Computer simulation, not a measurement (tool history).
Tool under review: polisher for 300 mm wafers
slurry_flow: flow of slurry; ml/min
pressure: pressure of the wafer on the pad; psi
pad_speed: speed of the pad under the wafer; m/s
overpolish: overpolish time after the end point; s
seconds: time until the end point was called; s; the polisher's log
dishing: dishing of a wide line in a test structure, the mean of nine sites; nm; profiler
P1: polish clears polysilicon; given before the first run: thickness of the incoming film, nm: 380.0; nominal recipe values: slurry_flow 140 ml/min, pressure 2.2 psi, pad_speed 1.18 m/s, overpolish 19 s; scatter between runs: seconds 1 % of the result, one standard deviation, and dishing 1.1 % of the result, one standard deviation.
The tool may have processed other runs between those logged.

run,hour,slurry_flow,pressure,pad_speed,overpolish,wafers polished on this pad,hours since the slurry nozzle was cleaned,hours since the head pressure was calibrated,seconds,dishing
1,12.5,140,2.2,1.18,19,836,92.3,181.4,34.522,49.251
2,19.3,140,2.2,1.18,37,908,99.1,188.2,33.594,49.616
3,33.8,140,1.0,1.18,19,1062,113.6,202.7,72.781,42.975
4,48.4,215,2.2,1.18,19,1217,128.2,217.3,31.472,49.047
5,57.7,140,2.2,1.18,19,1316,137.5,226.6,33.258,49.206
6,71.1,140,2.2,1.18,7,1458,150.9,240.0,33.533,40.602
7,82.5,140,2.2,1.18,19,1579,162.3,251.4,32.769,48.385
8,96.2,140,3.4,1.18,19,1725,176.0,265.1,21.846,49.532
9,109.1,140,2.2,1.18,19,1861,188.9,278.0,32.577,47.920
10,116.7,85,2.2,1.18,19,1942,196.5,285.6,38.255,48.551
11,127.3,140,2.2,0.72,19,2055,207.1,296.2,54.129,46.771
12,139.1,140,2.2,1.18,19,2180,218.9,308.0,32.994,48.935
13,151.3,140,2.2,1.64,6,2309,231.1,320.2,23.832,42.366
14,162.1,140,2.2,1.18,19,2424,241.9,331.0,33.475,49.163
15,171.6,140,2.2,1.88,19,2525,251.4,340.5,20.887,49.725
16,185.0,140,2.2,1.18,19,2667,264.8,353.9,32.921,49.066

Predict the results of run 17:
17,191.4,140,2.2,1.18,19,2735,271.2,360.3,?,?

seconds: 35.005 s
dishing: 48.404 nm

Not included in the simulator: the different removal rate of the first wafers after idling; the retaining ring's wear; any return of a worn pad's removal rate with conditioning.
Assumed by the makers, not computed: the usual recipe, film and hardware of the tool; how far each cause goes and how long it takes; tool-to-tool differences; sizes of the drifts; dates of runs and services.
